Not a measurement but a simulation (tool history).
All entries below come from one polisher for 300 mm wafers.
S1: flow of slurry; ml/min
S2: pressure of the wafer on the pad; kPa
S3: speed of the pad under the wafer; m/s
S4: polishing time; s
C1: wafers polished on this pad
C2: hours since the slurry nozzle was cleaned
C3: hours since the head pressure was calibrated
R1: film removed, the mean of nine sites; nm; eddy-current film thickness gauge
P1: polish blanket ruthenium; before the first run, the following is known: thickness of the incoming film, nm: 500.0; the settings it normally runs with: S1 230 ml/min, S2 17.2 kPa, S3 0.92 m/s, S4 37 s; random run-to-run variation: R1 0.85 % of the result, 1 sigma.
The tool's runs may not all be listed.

run 1 day=0.392 | S1=230 S2=17.2 S3=0.92 S4=37 | C1=352 C2=207.4 C3=370.6 | R1=57.688
run 2 day=0.738 | S1=315 S2=17.2 S3=1.26 S4=37 | C1=471 C2=215.7 C3=378.9 | R1=82.119
run 3 day=1.133 | S1=230 S2=8.3 S3=0.92 S4=37 | C1=608 C2=225.2 C3=388.4 | R1=27.550
run 4 day=1.550 | S1=230 S2=17.2 S3=0.92 S4=37 | C1=752 C2=235.2 C3=398.4 | R1=57.154
run 5 day=1.750 | S1=230 S2=17.2 S3=0.92 S4=58 | C1=821 C2=240.0 C3=403.2 | R1=89.378
-- day=2.138 slurry nozzle cleaned
run 6 day=2.200 | S1=230 S2=17.2 S3=0.92 S4=37 | C1=976 C2=1.5 C3=414.0 | R1=56.931
run 7 day=2.592 | S1=230 S2=17.2 S3=1.26 S4=37 | C1=1112 C2=10.9 C3=423.4 | R1=77.832
run 8 day=2.846 | S1=230 S2=25.5 S3=0.92 S4=37 | C1=1200 C2=17.0 C3=429.5 | R1=84.598
run 9 day=3.096 | S1=230 S2=11.0 S3=0.92 S4=18 | C1=1286 C2=23.0 C3=435.5 | R1=18.071
run 10 day=3.367 | S1=230 S2=17.2 S3=0.92 S4=37 | C1=1380 C2=29.5 C3=442.0 | R1=57.520
run 11 day=3.642 | S1=230 S2=17.2 S3=0.92 S4=27 | C1=1475 C2=36.1 C3=448.6 | R1=41.787
run 12 day=3.867 | S1=140 S2=17.2 S3=0.92 S4=37 | C1=1552 C2=41.5 C3=454.0 | R1=53.263
run 13 day=4.183 | S1=345 S2=17.2 S3=0.92 S4=37 | C1=1662 C2=49.1 C3=461.6 | R1=60.029
run 14 day=4.379 | S1=230 S2=17.2 S3=0.42 S4=37 | C1=1730 C2=53.8 C3=466.3 | R1=26.293
run 15 day=4.804 | S1=230 S2=17.2 S3=0.92 S4=37 | C1=1876 C2=64.0 C3=476.5 | R1=57.764
run 16 day=5.154 | S1=230 S2=17.2 S3=0.56 S4=24 | C1=1997 C2=72.4 C3=484.9 | R1=22.763
run 17 day=5.554 | S1=230 S2=17.2 S3=0.92 S4=37 | C1=2136 C2=82.0 C3=494.5 | R1=56.810
run 18 day=5.842 | S1=230 S2=17.2 S3=0.92 S4=37 | C1=2235 C2=88.9 C3=501.4 | R1=56.687
run 19 day=6.175 | S1=230 S2=17.2 S3=0.92 S4=37 | C1=2350 C2=96.9 C3=509.4 | R1=56.018
run 20 day=6.475 | S1=230 S2=17.2 S3=0.92 S4=37 | C1=2454 C2=104.1 C3=516.6 | R1=54.703
-- day=6.562 worn pad replaced by a new one
run 21 day=6.867 | S1=230 S2=17.2 S3=0.92 S4=37 | C1=105 C2=113.5 C3=526.0 | R1=54.788
run 22 day=7.071 | S1=230 S2=17.2 S3=0.92 S4=37 | C1=176 C2=118.4 C3=530.9 | R1=53.421
run 23 day=7.275 | S1=230 S2=17.2 S3=0.92 S4=37 | C1=246 C2=123.3 C3=535.8 | R1=53.919
run 24 day=7.708 | S1=230 S2=17.2 S3=0.92 S4=37 | C1=396 C2=133.7 C3=546.2 | R1=54.334

The log shows P1 creeping away from where it was. Any of the 2 causes listed here, at the size stated for it, fits the log just as well as the others:
A: slurry flow missing at the pad, % = 35.5
B: head's pressure below its setpoint, % = 6.1
The creep began at about day 5.842.
Ruled out, with reasons:
removal rate lost through wear of the pad, %: serviced after onset, at day 6.562, with no recovery of the prior output

You are offered 4 check runs, listed below with question marks in place of their results; each one averages 3 wafers. Which run separates the listed causes by giving clearly different results for each?
run check 1 day=8.142 | S1=140 S2=17.2 S3=0.92 S4=29 | R1=?
run check 2 day=8.142 | S1=230 S2=17.2 S3=0.48 S4=37 | R1=?
run check 3 day=8.142 | S1=230 S2=17.2 S3=0.42 S4=56 | R1=?
run check 4 day=8.142 | S1=275 S2=17.2 S3=0.92 S4=37 | R1=?

What each check would give under each cause:
check=check_1 result=R1 if_A=37.840 if_B=39.238
check=check_2 result=R1 if_A=28.107 if_B=28.107
check=check_3 result=R1 if_A=37.223 if_B=37.223
check=check_4 result=R1 if_A=55.446 if_B=54.908
How far apart the two closest causes lie, in the result that separates them most: check 1 3.63 %; check 2 0 %; check 3 0 %; check 4 0.97 %
Check 1 is the one run that separates the causes; every other check would come out nearly the same whichever cause is at work.

The results of check 1 are: R1 38.009 nm. Based on these, which of the listed causes is it?

It was cause A: slurry flow missing at the pad, %.

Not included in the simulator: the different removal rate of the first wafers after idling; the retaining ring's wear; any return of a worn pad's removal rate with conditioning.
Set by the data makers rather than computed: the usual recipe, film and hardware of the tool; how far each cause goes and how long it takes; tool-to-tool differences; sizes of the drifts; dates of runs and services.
